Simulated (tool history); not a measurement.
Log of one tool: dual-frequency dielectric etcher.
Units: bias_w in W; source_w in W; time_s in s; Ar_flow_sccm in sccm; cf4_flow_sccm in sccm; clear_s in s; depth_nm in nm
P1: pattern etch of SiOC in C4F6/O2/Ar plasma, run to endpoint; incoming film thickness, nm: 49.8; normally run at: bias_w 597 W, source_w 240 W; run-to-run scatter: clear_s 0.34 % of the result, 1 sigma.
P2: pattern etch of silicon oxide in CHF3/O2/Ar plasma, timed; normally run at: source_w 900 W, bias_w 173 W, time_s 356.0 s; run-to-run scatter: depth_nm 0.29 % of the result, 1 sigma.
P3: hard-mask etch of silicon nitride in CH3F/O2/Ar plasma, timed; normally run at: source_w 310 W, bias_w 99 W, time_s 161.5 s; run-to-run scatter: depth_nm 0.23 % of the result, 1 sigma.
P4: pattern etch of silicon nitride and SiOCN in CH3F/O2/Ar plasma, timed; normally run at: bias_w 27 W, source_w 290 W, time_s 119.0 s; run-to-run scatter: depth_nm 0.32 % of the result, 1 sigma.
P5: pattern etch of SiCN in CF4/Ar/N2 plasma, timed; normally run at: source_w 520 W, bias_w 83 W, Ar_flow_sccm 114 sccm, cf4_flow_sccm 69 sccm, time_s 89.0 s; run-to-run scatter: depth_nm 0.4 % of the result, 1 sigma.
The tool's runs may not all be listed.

run,day,process,bias_w,source_w,time_s,Ar_flow_sccm,cf4_flow_sccm,hours since the last wet clean,hours since the last bias power generator calibration,hours since the last source power generator calibration,clear_s,depth_nm
1,0.354,P1,597,240,,,,63.9,447.2,2294.1,18.912,
2,0.692,P2,173,900,356.0,,,72.0,455.3,2302.2,,780.1500
3,1.162,P1,456,240,,,,83.3,466.6,2313.5,20.859,
4,1.442,P1,597,240,,,,90.0,473.3,2320.2,18.779,
5,1.921,P4,27,290,71.0,,,101.5,484.8,2331.7,,9.3541
6,2.188,P1,597,240,,,,107.9,491.2,2338.1,18.826,
7,2.454,P5,83,520,65.5,114,69,114.3,497.6,2344.5,,66.2080
8,2.842,P3,99,310,161.5,,,123.6,506.9,2353.8,,116.6800
9,3.121,P1,597,240,,,,130.3,513.6,2360.5,18.945,
10,3.546,P4,20,290,119.0,,,140.5,523.8,2370.7,,13.5580
11,3.896,P1,377,320,,,,148.9,532.2,2379.1,20.177,
12,4.408,P3,99,190,161.5,,,161.2,544.5,2391.4,,97.3410
13,4.783,P5,109,520,89.0,114,69,170.2,553.5,2400.4,,100.0200
14,5.279,P1,716,240,,,,182.1,565.4,2412.3,17.564,
15,5.650,P2,205,900,356.0,,,191.0,574.3,2421.2,,824.9200
16,5.917,P4,27,190,119.0,,,197.4,580.7,2427.6,,13.6650
17,6.433,P2,173,1260,356.0,,,209.8,593.1,2440.0,,896.9100
18,6.912,P1,597,320,,,,221.3,604.6,2451.5,16.974,
19,7.408,P2,173,900,196.0,,,233.2,616.5,2463.4,,428.4100
20,7.833,P3,99,310,242.5,,,243.4,626.7,2473.6,,173.6800
21,8.212,P1,597,180,,,,252.5,635.8,2482.7,21.073,
22,8.483,P5,83,520,89.0,114,83,259.0,642.3,2489.2,,92.0020
23,8.783,P1,597,240,,,,266.2,649.5,2496.4,18.928,
24,9.062,P5,83,370,89.0,114,69,272.9,656.2,2503.1,,66.7980
25,9.567,P5,83,520,89.0,84,69,285.0,668.3,2515.2,,93.5550
26,9.900,P1,597,240,,,,293.0,676.3,2523.2,18.936,
27,10.288,P4,27,290,119.0,,,302.3,685.6,2532.5,,15.5610
# day 10.704: source power generator calibrated
28,10.838,P1,439,330,,,,315.5,698.8,3.3,18.802,
29,11.100,P3,75,310,161.5,,,321.8,705.1,9.6,,104.9700
30,11.546,P5,83,520,89.0,114,69,332.5,715.8,20.3,,89.6980
31,11.979,P1,597,240,,,,342.9,726.2,30.7,18.913,
32,12.521,P1,597,240,,,,355.9,739.2,43.7,18.868,
33,13.050,P1,597,240,,,,368.6,751.9,56.4,19.046,
34,13.350,P1,597,240,,,,375.8,759.1,63.6,19.139,
35,13.596,P1,597,240,,,,381.7,765.0,69.5,19.045,
36,13.858,P1,597,240,,,,388.0,771.3,75.8,19.025,
37,14.192,P1,597,240,,,,396.0,779.3,83.8,19.206,
38,14.683,P1,597,240,,,,407.8,791.1,95.6,19.163,
# day 14.992: wet clean of the chamber
39,15.062,P1,597,240,,,,1.7,800.2,104.7,19.212,
40,15.492,P1,597,240,,,,12.0,810.5,115.0,19.172,
41,15.783,P1,597,240,,,,19.0,817.5,122.0,19.121,
42,16.167,P1,597,240,,,,28.2,826.7,131.2,19.238,

What P1 gives has crept away from where it was. These 2 causes fit the log equally well, each at the size given:
A: bias power that arrives under what is set, % = 4.43
B: source power that arrives under what is set, % = 4.75
The creep began at about day 11.979.
Why every other cause is out:
chamber walls in a state that lowers the etch rate, %: serviced at day 14.992, which brought nothing back

4 check runs are offered, each on 2 wafers whose results are averaged, their results left as question marks. Which one tells the causes apart?
check 1,16.550,P3,99,310,161.5,,,,,,,?
check 2,16.550,P5,83,520,89.0,114,69,,,,,?
check 3,16.550,P4,27,290,119.0,,,,,,,?
check 4,16.550,P2,173,900,356.0,,,,,,,?

What each check would give under each cause:
check,result,if A,if B
check 1,depth_nm,114.1700,114.0400
check 2,depth_nm,88.1610,85.8790
check 3,depth_nm,15.3050,15.3780
check 4,depth_nm,770.9900,767.7400
How far apart the two closest causes lie, in the result that separates them most: check 1 0.12 %; check 2 2.62 %; check 3 0.48 %; check 4 0.42 %
Only check 2 tells the causes apart: in the others they would give nearly the same result.

Then check 2 was run and gave: depth_nm 88.4860 nm. Which cause is it?

It is A: bias power that arrives under what is set, %.
